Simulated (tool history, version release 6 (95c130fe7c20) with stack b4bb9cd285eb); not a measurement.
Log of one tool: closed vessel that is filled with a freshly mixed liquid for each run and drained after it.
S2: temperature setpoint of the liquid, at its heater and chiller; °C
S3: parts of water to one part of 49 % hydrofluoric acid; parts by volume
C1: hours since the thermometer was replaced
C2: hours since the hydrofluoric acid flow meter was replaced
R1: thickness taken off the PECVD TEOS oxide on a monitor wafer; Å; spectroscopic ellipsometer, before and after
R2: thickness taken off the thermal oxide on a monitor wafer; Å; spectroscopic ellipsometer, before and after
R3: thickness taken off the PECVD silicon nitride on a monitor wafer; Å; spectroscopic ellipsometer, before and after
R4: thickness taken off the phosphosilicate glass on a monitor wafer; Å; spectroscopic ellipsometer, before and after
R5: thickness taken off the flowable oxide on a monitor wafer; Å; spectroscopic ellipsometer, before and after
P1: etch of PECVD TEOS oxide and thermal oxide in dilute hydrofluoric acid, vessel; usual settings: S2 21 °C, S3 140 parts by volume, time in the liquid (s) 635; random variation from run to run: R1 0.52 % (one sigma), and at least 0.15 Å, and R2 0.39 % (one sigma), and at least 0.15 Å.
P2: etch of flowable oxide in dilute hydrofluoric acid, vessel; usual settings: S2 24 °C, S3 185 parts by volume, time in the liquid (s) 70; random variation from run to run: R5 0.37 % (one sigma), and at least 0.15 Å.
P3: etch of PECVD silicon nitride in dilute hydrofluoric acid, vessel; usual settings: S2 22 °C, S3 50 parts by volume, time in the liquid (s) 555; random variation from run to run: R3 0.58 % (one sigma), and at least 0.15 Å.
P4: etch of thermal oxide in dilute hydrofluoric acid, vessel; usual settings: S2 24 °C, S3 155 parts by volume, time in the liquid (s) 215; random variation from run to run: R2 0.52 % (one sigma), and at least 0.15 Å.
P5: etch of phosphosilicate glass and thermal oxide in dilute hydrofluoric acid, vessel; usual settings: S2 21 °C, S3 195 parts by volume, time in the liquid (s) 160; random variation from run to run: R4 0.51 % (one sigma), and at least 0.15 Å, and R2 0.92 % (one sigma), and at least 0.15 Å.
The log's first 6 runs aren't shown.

run 7 day=2.725 | process_that_ran=P5 S2=21 S3=195 time_in_the_liquid_(s)=250 | C1=588 C2=1264.7 | R2=46.33 R4=608.81
run 8 day=3.208 | process_that_ran=P4 S2=24 S3=155 time_in_the_liquid_(s)=215 | C1=599.6 C2=1276.3 | R2=62.839
run 9 day=3.646 | process_that_ran=P1 S2=29 S3=140 time_in_the_liquid_(s)=635 | C1=610.1 C2=1286.8 | R1=725.95 R2=249.04
run 10 day=4.062 | process_that_ran=P4 S2=24 S3=155 time_in_the_liquid_(s)=215 | C1=620.1 C2=1296.8 | R2=62.791
run 11 day=4.45 | process_that_ran=P1 S2=21 S3=140 time_in_the_liquid_(s)=635 | C1=629.4 C2=1306.1 | R1=536.98 R2=182.09
run 12 day=4.85 | process_that_ran=P2 S2=24 S3=185 time_in_the_liquid_(s)=135 | C1=639 C2=1315.7 | R5=283.43
run 13 day=5.233 | process_that_ran=P1 S2=21 S3=210 time_in_the_liquid_(s)=635 | C1=648.2 C2=1324.9 | R1=331.64 R2=112.61
run 14 day=5.675 | process_that_ran=P3 S2=22 S3=85 time_in_the_liquid_(s)=555 | C1=658.8 C2=1335.5 | R3=104.45
run 15 day=6.146 | process_that_ran=P1 S2=21 S3=140 time_in_the_liquid_(s)=635 | C1=670.1 C2=1346.8 | R1=533.98 R2=184.02
run 16 day=6.6 | process_that_ran=P1 S2=17 S3=140 time_in_the_liquid_(s)=635 | C1=681 C2=1357.7 | R1=454.31 R2=154.71
run 17 day=7 | process_that_ran=P4 S2=17.5 S3=155 time_in_the_liquid_(s)=215 | C1=690.6 C2=1367.3 | R2=48.62
run 18 day=7.35 | process_that_ran=P4 S2=24 S3=155 time_in_the_liquid_(s)=75 | C1=699 C2=1375.7 | R2=22.185
run 19 day=7.621 | process_that_ran=P1 S2=17 S3=40 time_in_the_liquid_(s)=635 | C1=705.5 C2=1382.2 | R1=1782.1 R2=607.39
run 20 day=7.896 | process_that_ran=P5 S2=21 S3=195 time_in_the_liquid_(s)=160 | C1=712.1 C2=1388.8 | R2=29.192 R4=387.13
run 21 day=8.388 | process_that_ran=P3 S2=22 S3=50 time_in_the_liquid_(s)=555 | C1=723.9 C2=1400.6 | R3=177.98

Run 22 comes next. What will it give?
run 22 day=8.825 | process_that_ran=P5 S2=17 S3=195 time_in_the_liquid_(s)=160 | C1=734.4 C2=1411.1 | R2=? R4=?

{"run 22": {"R2": 25.183, "R4": 330.82}}

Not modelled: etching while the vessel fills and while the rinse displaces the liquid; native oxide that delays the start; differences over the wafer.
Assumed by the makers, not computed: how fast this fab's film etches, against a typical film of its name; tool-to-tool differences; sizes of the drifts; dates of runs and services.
